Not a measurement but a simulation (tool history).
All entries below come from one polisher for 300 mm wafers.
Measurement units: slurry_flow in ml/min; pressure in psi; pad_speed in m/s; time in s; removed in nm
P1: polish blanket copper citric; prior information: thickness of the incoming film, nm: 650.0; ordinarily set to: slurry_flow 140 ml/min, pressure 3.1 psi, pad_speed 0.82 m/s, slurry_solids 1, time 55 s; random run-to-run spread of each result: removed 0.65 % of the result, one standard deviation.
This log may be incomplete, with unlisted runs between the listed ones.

run   hour  slurry_flow  pressure  pad_speed  slurry_solids  time  wafers polished on this pad  hours since the slurry nozzle was cleaned  hours since the head pressure was calibrated  hours since the slurry blender was calibrated  removed
  1   10.6          140       3.1       0.82              1    55                          884                                        309                                         180.7                                          114.7   99.768
  2   21.1          140       3.1        1.1           0.55    55                          973                                      319.5                                         191.2                                          125.2   117.22
  3   34.2          140       4.2       0.82              1    55                         1084                                      332.6                                         204.3                                          138.3   134.06
  4   46.5          140       3.1       0.82              1    77                         1188                                      344.9                                         216.6                                          150.6   138.49
  5   63.6          140       3.1       0.82            0.5    55                         1333                                        362                                         233.7                                          167.7   86.366
  6   80.3          140       3.1       0.38              1    55                         1475                                      378.7                                         250.4                                          184.4   47.246
  7   97.7          190       3.1       0.82              1    55                         1622                                      396.1                                         267.8                                          201.8   104.49
  8    115          140       3.1       0.82           1.45    55                         1769                                      413.4                                         285.1                                          219.1   107.95
  9  123.3          140       1.6       0.82              1    55                         1839                                      421.7                                         293.4                                          227.4   51.907
 10  135.8          140       3.1       0.82              1    28                         1945                                      434.2                                         305.9                                          239.9   50.208
 11  146.9          140       3.1       0.82              1    55                         2039                                      445.3                                           317                                            251   99.117
 12  159.3          140       3.1       0.82              1    55                         2144                                      457.7                                         329.4                                          263.4   99.427
       161  -- slurry blender recalibrated
 13  171.1          140       3.1       0.82              1    55                         2244                                      469.5                                         341.2                                           10.2   99.638
 14  183.1          140       3.1       0.82              1    55                         2346                                      481.5                                         353.2                                           22.2   99.742
     196.5  -- slurry nozzle cleaned
 15  196.7          140       3.1       0.82              1    55                         2461                                        0.3                                         366.8                                           35.8   99.287
 16  210.7          140       3.1        1.2              1    55                         2580                                       14.3                                         380.8                                           49.8   144.14

Run 17 has not been measured yet. What should we expect?
 17   225           85       3.1       0.82              1    55                         2701                                       28.6                                         395.1                                           64.1        ?

Run 17 gave removed 88.296 nm.
